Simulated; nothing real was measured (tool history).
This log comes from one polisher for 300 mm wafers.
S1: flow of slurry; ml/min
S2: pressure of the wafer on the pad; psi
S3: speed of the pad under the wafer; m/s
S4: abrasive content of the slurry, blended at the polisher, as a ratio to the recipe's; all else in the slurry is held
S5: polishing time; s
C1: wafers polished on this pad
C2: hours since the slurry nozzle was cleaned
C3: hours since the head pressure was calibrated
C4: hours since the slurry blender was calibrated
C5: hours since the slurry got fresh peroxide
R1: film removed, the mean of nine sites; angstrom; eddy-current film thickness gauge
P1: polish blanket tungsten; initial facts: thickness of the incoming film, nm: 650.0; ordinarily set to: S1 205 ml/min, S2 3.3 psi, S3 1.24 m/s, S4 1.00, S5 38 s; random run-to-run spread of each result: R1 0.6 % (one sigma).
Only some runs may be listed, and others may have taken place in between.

run 1 day=0.504 | S1=205 S2=3.3 S3=1.24 S4=1.00 S5=38 | C1=957 C2=440.1 C3=635.4 C4=121.5 C5=98.3 | R1=1753.30
run 2 day=1.108 | S1=205 S2=3.3 S3=1.24 S4=1.00 S5=38 | C1=1149 C2=454.6 C3=649.9 C4=136.0 C5=112.8 | R1=1767.30
-- day=1.138 slurry nozzle cleaned
run 3 day=1.542 | S1=125 S2=2.5 S3=1.24 S4=1.00 S5=38 | C1=1286 C2=9.7 C3=660.3 C4=146.4 C5=123.2 | R1=1228.00
run 4 day=1.975 | S1=205 S2=5.1 S3=1.24 S4=1.00 S5=38 | C1=1424 C2=20.1 C3=670.7 C4=156.8 C5=133.6 | R1=2722.50
run 5 day=2.333 | S1=205 S2=3.3 S3=1.24 S4=1.00 S5=38 | C1=1537 C2=28.7 C3=679.3 C4=165.4 C5=142.2 | R1=1752.50
run 6 day=2.804 | S1=205 S2=3.3 S3=1.24 S4=1.00 S5=38 | C1=1687 C2=40.0 C3=690.6 C4=176.7 C5=153.5 | R1=1751.50
run 7 day=3.346 | S1=205 S2=3.3 S3=1.24 S4=1.00 S5=53 | C1=1858 C2=53.0 C3=703.6 C4=189.7 C5=166.5 | R1=2450.50
run 8 day=3.817 | S1=125 S2=3.3 S3=1.24 S4=1.00 S5=38 | C1=2008 C2=64.3 C3=714.9 C4=201.0 C5=177.8 | R1=1622.10
run 9 day=4.333 | S1=260 S2=3.3 S3=1.24 S4=1.00 S5=38 | C1=2171 C2=76.7 C3=727.3 C4=213.4 C5=190.2 | R1=1798.20
run 10 day=4.633 | S1=205 S2=1.6 S3=1.24 S4=1.00 S5=38 | C1=2266 C2=83.9 C3=734.5 C4=220.6 C5=197.4 | R1=854.73
run 11 day=5.004 | S1=205 S2=3.3 S3=0.62 S4=1.00 S5=38 | C1=2384 C2=92.8 C3=743.4 C4=229.5 C5=206.3 | R1=879.30
-- day=5.142 slurry tank refilled with fresh slurry and peroxide
run 12 day=5.321 | S1=205 S2=3.3 S3=1.24 S4=1.45 S5=38 | C1=2484 C2=100.4 C3=751.0 C4=237.1 C5=4.3 | R1=1928.40
run 13 day=5.733 | S1=205 S2=3.3 S3=1.24 S4=0.65 S5=38 | C1=2615 C2=110.3 C3=760.9 C4=247.0 C5=14.2 | R1=1582.00
run 14 day=6.100 | S1=205 S2=3.3 S3=1.88 S4=1.00 S5=38 | C1=2731 C2=119.1 C3=769.7 C4=255.8 C5=23.0 | R1=2644.40
run 15 day=6.658 | S1=205 S2=3.3 S3=1.24 S4=1.00 S5=19 | C1=2908 C2=132.5 C3=783.1 C4=269.2 C5=36.4 | R1=873.65
run 16 day=7.217 | S1=205 S2=3.3 S3=1.24 S4=1.00 S5=38 | C1=3085 C2=145.9 C3=796.5 C4=282.6 C5=49.8 | R1=1756.20
run 17 day=7.829 | S1=205 S2=3.3 S3=1.24 S4=1.00 S5=38 | C1=3280 C2=160.6 C3=811.2 C4=297.3 C5=64.5 | R1=1708.40
run 18 day=8.150 | S1=205 S2=3.3 S3=1.24 S4=1.00 S5=38 | C1=3381 C2=168.3 C3=818.9 C4=305.0 C5=72.2 | R1=1697.30
run 19 day=8.479 | S1=205 S2=3.3 S3=1.24 S4=1.00 S5=38 | C1=3486 C2=176.2 C3=826.8 C4=312.9 C5=80.1 | R1=1686.00
run 20 day=9.083 | S1=205 S2=3.3 S3=1.24 S4=1.00 S5=38 | C1=3677 C2=190.7 C3=841.3 C4=327.4 C5=94.6 | R1=1641.10
-- day=9.417 slurry blender recalibrated
-- day=9.467 slurry tank refilled with fresh slurry and peroxide
run 21 day=9.638 | S1=205 S2=3.3 S3=1.24 S4=1.00 S5=38 | C1=3853 C2=204.0 C3=854.6 C4=5.4 C5=4.2 | R1=1651.30
-- day=10.179 worn pad replaced by a new one
run 22 day=10.204 | S1=205 S2=3.3 S3=1.24 S4=1.00 S5=38 | C1=8 C2=217.6 C3=868.2 C4=19.0 C5=17.8 | R1=1638.80
run 23 day=10.742 | S1=205 S2=3.3 S3=1.24 S4=1.00 S5=38 | C1=179 C2=230.5 C3=881.1 C4=31.9 C5=30.7 | R1=1649.00
run 24 day=11.217 | S1=205 S2=3.3 S3=1.24 S4=1.00 S5=38 | C1=329 C2=241.9 C3=892.5 C4=43.3 C5=42.1 | R1=1649.60
run 25 day=11.625 | S1=205 S2=3.3 S3=1.24 S4=1.00 S5=38 | C1=459 C2=251.7 C3=902.3 C4=53.1 C5=51.9 | R1=1620.70

The output of P1 has drifted from where it used to be. Each of the 2 causes below, taken at the size shown beside it, accounts for the log equally well:
A: slurry flow missing at the pad, % = 36.8
B: head's pressure below its setpoint, % = 7.1
The creep began at about day 7.217.
Excluded causes, each with its reason:
removal rate lost through wear of the pad, %: serviced at day 10.179, which brought nothing back
abrasive missing from the slurry, %: serviced at day 9.417, which brought nothing back
peroxide lost from the slurry, %: serviced at day 9.467, which brought nothing back

You are offered 4 check runs, listed below with question marks in place of their results; each one averages 2 wafers. Which run separates the listed causes by giving clearly different results for each?
run check 1 day=12.033 | S1=205 S2=3.3 S3=0.72 S4=1.00 S5=38 | R1=?
run check 2 day=12.033 | S1=205 S2=1.7 S3=1.24 S4=1.00 S5=22 | R1=?
run check 3 day=12.033 | S1=125 S2=3.3 S3=1.24 S4=1.40 S5=38 | R1=?
run check 4 day=12.033 | S1=205 S2=5.0 S3=1.24 S4=1.35 S5=38 | R1=?

What each check would give under each cause:
check=check_1 result=R1 if_A=946.95 if_B=947.01
check=check_2 result=R1 if_A=486.39 if_B=486.43
check=check_3 result=R1 if_A=1564.40 if_B=1630.90
check=check_4 result=R1 if_A=2655.40 if_B=2655.60
Gap, in per cent, between the two causes that each check separates least, read from the result that separates them most: check 1 0.01 %; check 2 0.01 %; check 3 4.16 %; check 4 0.01 %
Check 3 tells the causes apart: in the others they would give nearly the same result.

Then check 3 was run and gave: R1 1562.70 angstrom. Which cause is it?

It was cause A: slurry flow missing at the pad, %.
